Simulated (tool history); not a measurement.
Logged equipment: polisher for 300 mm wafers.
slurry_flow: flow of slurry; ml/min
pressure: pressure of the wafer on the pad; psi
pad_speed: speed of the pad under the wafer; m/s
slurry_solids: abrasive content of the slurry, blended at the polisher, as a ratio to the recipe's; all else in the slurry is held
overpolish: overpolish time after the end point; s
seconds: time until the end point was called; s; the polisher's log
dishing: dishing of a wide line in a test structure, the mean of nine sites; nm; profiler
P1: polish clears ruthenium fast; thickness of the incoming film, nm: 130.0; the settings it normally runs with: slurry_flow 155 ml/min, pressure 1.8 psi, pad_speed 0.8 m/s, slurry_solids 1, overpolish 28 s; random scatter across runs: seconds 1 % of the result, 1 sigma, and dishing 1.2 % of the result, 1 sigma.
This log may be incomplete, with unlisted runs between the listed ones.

| run | hour | slurry_flow | pressure | pad_speed | slurry_solids | overpolish | wafers polished on this pad | hours since the slurry nozzle was cleaned | hours since the head pressure was calibrated | hours since the slurry blender was calibrated | seconds | dishing |
|---|---|---|---|---|---|---|---|---|---|---|---|---|
| 1 | 7.8 | 155 | 1.8 | 0.8 | 1 | 28 | 598 | 530.2 | 260.2 | 155.4 | 50.906 | 50.282 |
| 2 | 18.5 | 155 | 1.1 | 0.8 | 1 | 28 | 656 | 540.9 | 270.9 | 166.1 | 86.076 | 33.355 |
| 3 | 25.2 | 155 | 1.8 | 0.8 | 1 | 28 | 693 | 547.6 | 277.6 | 172.8 | 51.861 | 49.055 |
| 4 | 35.8 | 230 | 1.8 | 0.8 | 1.35 | 28 | 751 | 558.2 | 288.2 | 183.4 | 42.716 | 56.15 |
| 5 | 44.4 | 155 | 1.8 | 0.8 | 1.4 | 28 | 799 | 566.8 | 296.8 | 192 | 44.797 | 54.721 |
| 6 | 55.7 | 155 | 1.8 | 0.36 | 1 | 28 | 861 | 578.1 | 308.1 | 203.3 | 115.38 | 26.119 |
| 7 | 64 | 155 | 1.8 | 0.8 | 1 | 28 | 906 | 586.4 | 316.4 | 211.6 | 52.813 | 49.858 |
| 8 | 71.2 | 155 | 2.6 | 0.8 | 1 | 28 | 946 | 593.6 | 323.6 | 218.8 | 35.546 | 63.321 |
| 9 | 78.4 | 155 | 1.8 | 0.8 | 1 | 28 | 986 | 600.8 | 330.8 | 226 | 51.926 | 49.966 |
|  | 87.9 | slurry nozzle cleaned |
| 10 | 91.4 | 225 | 1.8 | 0.8 | 1 | 28 | 1057 | 3.5 | 343.8 | 239 | 48.922 | 53.001 |
| 11 | 100.9 | 155 | 1.8 | 1.06 | 1 | 28 | 1109 | 13 | 353.3 | 248.5 | 38.258 | 61.279 |
| 12 | 110 | 155 | 1.8 | 0.8 | 0.5 | 28 | 1159 | 22.1 | 362.4 | 257.6 | 74.357 | 38.256 |
| 13 | 116.2 | 95 | 1.8 | 0.8 | 1 | 28 | 1193 | 28.3 | 368.6 | 263.8 | 56.608 | 46.937 |
| 14 | 126.5 | 155 | 1.8 | 0.8 | 1 | 56 | 1250 | 38.6 | 378.9 | 274.1 | 51.792 | 77.885 |
| 15 | 134.7 | 155 | 1.8 | 0.8 | 1 | 28 | 1295 | 46.8 | 387.1 | 282.3 | 51.285 | 50.718 |
| 16 | 147.9 | 155 | 1.8 | 0.8 | 1 | 9 | 1367 | 60 | 400.3 | 295.5 | 52.731 | 19.064 |
| 17 | 158 | 155 | 1.8 | 0.8 | 1 | 28 | 1423 | 70.1 | 410.4 | 305.6 | 51.399 | 49.62 |
| 18 | 169.6 | 155 | 1.8 | 0.8 | 1 | 28 | 1487 | 81.7 | 422 | 317.2 | 52.428 | 50.383 |
| 19 | 181 | 155 | 1.8 | 0.8 | 1 | 28 | 1549 | 93.1 | 433.4 | 328.6 | 54.293 | 48.801 |
| 20 | 193.5 | 155 | 1.8 | 0.8 | 1 | 28 | 1618 | 105.6 | 445.9 | 341.1 | 55.11 | 47.55 |
| 21 | 204.1 | 155 | 1.8 | 0.8 | 1 | 28 | 1676 | 116.2 | 456.5 | 351.7 | 55.639 | 48.323 |
|  | 207.9 | slurry blender recalibrated |
| 22 | 212.3 | 155 | 1.8 | 0.8 | 1 | 28 | 1721 | 124.4 | 464.7 | 4.4 | 54.632 | 48.002 |
|  | 220.4 | head pressure recalibrated |
| 23 | 221.7 | 155 | 1.8 | 0.8 | 1 | 28 | 1773 | 133.8 | 1.3 | 13.8 | 56.028 | 47.091 |
| 24 | 228.5 | 155 | 1.8 | 0.8 | 1 | 28 | 1810 | 140.6 | 8.1 | 20.6 | 55.357 | 47.793 |
| 25 | 241.4 | 155 | 1.8 | 0.8 | 1 | 28 | 1881 | 153.5 | 21 | 33.5 | 55.86 | 46.346 |

The log shows P1 creeping away from where it was. Any of the 2 causes listed here, at the size stated for it, fits the log just as well as the others:
A: slurry flow missing at the pad, % = 34
B: removal rate lost through wear of the pad, % = 8.08
Creep in the process output first set in at about hour 169.6.
The rest of the possible causes, and what rules out each one:
head's pressure below its setpoint, %: was serviced at hour 220.4, once the creep was under way, yet the earlier output never came back
abrasive missing from the slurry, %: was serviced at hour 207.9, once the creep was under way, yet the earlier output never came back

Of the 4 check runs below, each run on 3 wafers with the results averaged and each result still a question mark, which one would tell the listed causes apart?
| check 1 | 254.3 | 155 | 1.8 | 0.48 | 1 | 28 |  |  |  |  | ? | ? |
| check 2 | 254.3 | 155 | 2.6 | 0.8 | 1 | 11 |  |  |  |  | ? | ? |
| check 3 | 254.3 | 155 | 1.8 | 0.54 | 1 | 28 |  |  |  |  | ? | ? |
| check 4 | 254.3 | 95 | 1.8 | 0.6 | 1 | 28 |  |  |  |  | ? | ? |

Check results expected under each cause:
| check | result | if A | if B |
|---|---|---|---|
| check 1 | seconds | 93.426 | 93.419 |
| check 1 | dishing | 30.928 | 30.93 |
| check 2 | seconds | 38.808 | 38.805 |
| check 2 | dishing | 29.487 | 29.488 |
| check 3 | seconds | 83.045 | 83.039 |
| check 3 | dishing | 34.158 | 34.16 |
| check 4 | seconds | 86.672 | 82.837 |
| check 4 | dishing | 32.956 | 34.23 |
Gap, in per cent, between the two causes that each check separates least, read from the result that separates them most: check 1 0.01 %; check 2 0.01 %; check 3 0.01 %; check 4 4.53 %
Only in check 4 would the causes give clearly different results; in the remaining checks their results would be nearly the same.

Check 4 has now been run. It gave: seconds 85.926 s; dishing 33.075 nm. Which of the candidate causes is it?

Of the candidate causes, it is A: slurry flow missing at the pad, %.
